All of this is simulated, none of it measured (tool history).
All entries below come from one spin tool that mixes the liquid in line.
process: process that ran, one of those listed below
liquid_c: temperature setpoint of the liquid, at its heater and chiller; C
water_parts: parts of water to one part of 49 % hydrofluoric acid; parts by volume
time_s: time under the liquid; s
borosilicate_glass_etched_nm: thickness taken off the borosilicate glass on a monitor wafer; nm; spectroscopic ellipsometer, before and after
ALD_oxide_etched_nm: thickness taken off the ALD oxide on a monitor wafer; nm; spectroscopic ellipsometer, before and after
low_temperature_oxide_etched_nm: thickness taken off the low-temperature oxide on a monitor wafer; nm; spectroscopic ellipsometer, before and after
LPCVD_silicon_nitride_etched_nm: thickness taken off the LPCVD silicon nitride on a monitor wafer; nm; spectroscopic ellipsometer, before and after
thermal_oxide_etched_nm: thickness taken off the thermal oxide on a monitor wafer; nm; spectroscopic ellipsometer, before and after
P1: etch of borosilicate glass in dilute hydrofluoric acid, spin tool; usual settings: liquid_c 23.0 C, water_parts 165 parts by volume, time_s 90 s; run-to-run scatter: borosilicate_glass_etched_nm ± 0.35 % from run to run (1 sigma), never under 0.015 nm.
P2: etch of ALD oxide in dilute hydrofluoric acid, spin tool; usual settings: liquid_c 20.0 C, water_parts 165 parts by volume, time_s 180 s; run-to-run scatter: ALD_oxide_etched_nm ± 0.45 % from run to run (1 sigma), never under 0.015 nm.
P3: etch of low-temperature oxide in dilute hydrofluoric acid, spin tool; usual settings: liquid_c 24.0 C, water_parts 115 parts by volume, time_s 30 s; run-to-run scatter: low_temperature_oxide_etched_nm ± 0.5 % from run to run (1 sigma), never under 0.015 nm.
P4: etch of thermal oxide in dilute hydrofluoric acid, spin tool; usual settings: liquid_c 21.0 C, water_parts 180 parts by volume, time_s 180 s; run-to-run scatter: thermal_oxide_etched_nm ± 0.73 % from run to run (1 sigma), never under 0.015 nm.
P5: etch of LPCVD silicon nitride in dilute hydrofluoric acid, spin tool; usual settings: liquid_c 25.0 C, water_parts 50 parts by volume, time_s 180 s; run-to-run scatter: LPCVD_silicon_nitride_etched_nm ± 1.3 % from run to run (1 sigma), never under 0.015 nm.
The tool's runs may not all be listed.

run,hour,process,liquid_c,water_parts,time_s,hours since the thermometer was replaced,hours since the hydrofluoric acid flow meter was replaced,borosilicate_glass_etched_nm,ALD_oxide_etched_nm,low_temperature_oxide_etched_nm,LPCVD_silicon_nitride_etched_nm,thermal_oxide_etched_nm
1,4.4,P1,23.0,165,90,308.1,594.5,8.72500,,,,
2,7.8,P2,20.0,300,180,311.5,597.9,,10.1200,,,
3,13.0,P3,17.0,115,30,316.7,603.1,,,6.7767,,
4,18.0,P1,23.0,165,90,321.7,608.1,8.68670,,,,
5,21.9,P2,17.0,165,180,325.6,612.0,,18.3960,,,
6,28.2,P1,23.0,290,90,331.9,618.3,4.33110,,,,
7,32.0,P5,17.0,50,180,335.7,622.1,,,,1.06800,
8,34.7,P4,21.0,180,15,338.4,624.8,,,,,0.26936
9,39.5,P1,23.0,165,150,343.2,629.6,14.52200,,,,
10,43.6,P2,20.0,165,180,347.3,633.7,,20.5780,,,
11,47.7,P1,23.0,165,90,351.4,637.8,8.81230,,,,
12,52.1,P1,28.0,225,90,355.8,642.2,7.13640,,,,
13,56.0,P5,25.0,50,35,359.7,646.1,,,,0.33839,
14,60.6,P3,24.0,115,30,364.3,650.7,,,8.9602,,
15,65.6,P4,21.0,180,180,369.3,655.7,,,,,3.50990
16,70.5,P1,23.0,165,90,374.2,660.6,8.70740,,,,
17,73.8,P3,24.0,115,30,377.5,663.9,,,9.1191,,
18,76.9,P5,25.0,50,180,380.6,667.0,,,,1.83690,
# hour 77.6: hydrofluoric acid flow meter replaced
19,79.9,P1,18.5,165,90,383.6,2.4,7.27770,,,,
20,85.2,P4,21.0,180,180,388.9,7.7,,,,,3.50150
21,88.2,P1,26.5,215,90,391.9,10.7,7.20360,,,,
22,91.9,P1,28.0,165,90,395.6,14.4,10.52400,,,,
23,97.9,P1,23.0,90,90,401.6,20.4,17.46600,,,,
24,102.4,P5,25.0,20,180,406.1,24.9,,,,4.48550,
25,106.9,P1,23.0,165,25,410.6,29.4,2.45460,,,,
26,112.6,P3,24.0,115,15,416.3,35.1,,,4.4750,,
27,115.8,P1,23.0,165,90,419.5,38.3,8.73120,,,,
28,119.5,P4,21.0,95,180,423.2,42.0,,,,,7.37570
29,125.4,P2,20.0,165,15,429.1,47.9,,1.7177,,,
30,129.2,P4,25.0,180,180,432.9,51.7,,,,,4.21240
31,132.8,P5,25.0,50,180,436.5,55.3,,,,1.83430,
32,135.9,P3,24.0,170,30,439.6,58.4,,,5.7592,,
33,139.8,P1,23.0,165,90,443.5,62.3,8.74490,,,,
34,142.7,P1,23.0,285,15,446.4,65.2,0.70962,,,,
35,146.3,P1,23.0,165,90,450.0,68.8,8.73390,,,,
36,152.2,P1,23.0,165,90,455.9,74.7,8.25900,,,,
37,155.3,P1,23.0,165,90,459.0,77.8,8.20120,,,,
38,160.8,P1,23.0,165,90,464.5,83.3,8.03940,,,,
39,163.9,P1,23.0,165,90,467.6,86.4,7.99750,,,,
40,168.6,P1,23.0,165,90,472.3,91.1,7.93950,,,,
41,173.5,P1,23.0,165,90,477.2,96.0,7.91430,,,,

P1 no longer gives what it gave before; its output has crept away from where it was. The following 2 causes, each at its listed size, fit the log equally well:
A: hydrofluoric acid flow below the setpoint (%) = 7.44
B: liquid colder than its thermometer reads (K) = 2.37
The onset of the drift is placed at about hour 146.3.

The list below offers 4 check runs, each averaging the results of 2 wafers, and shows each result as a question mark. For which of them would the listed causes give clearly different results?
check 1,178.4,P4,21.0,180,180,,,,,,,?
check 2,178.4,P3,24.0,115,30,,,,,?,,
check 3,178.4,P5,25.0,50,180,,,,,,?,
check 4,178.4,P2,20.0,165,180,,,,?,,,

Check results expected under each cause:
check,result,if A,if B
check 1,thermal_oxide_etched_nm,3.25750,3.25510
check 2,low_temperature_oxide_etched_nm,8.2842,8.2379
check 3,LPCVD_silicon_nitride_etched_nm,1.73110,1.59140
check 4,ALD_oxide_etched_nm,19.0020,18.9290
Gap, in per cent, between the two causes that each check separates least, read from the result that separates them most: check 1 0.07 %; check 2 0.56 %; check 3 8.42 %; check 4 0.39 %
Check 3 tells the causes apart: in the others they would give nearly the same result.

Here is what check 3 returned: LPCVD_silicon_nitride_etched_nm 1.75020 nm. Which cause is it?

A is the cause: hydrofluoric acid flow below the setpoint (%).
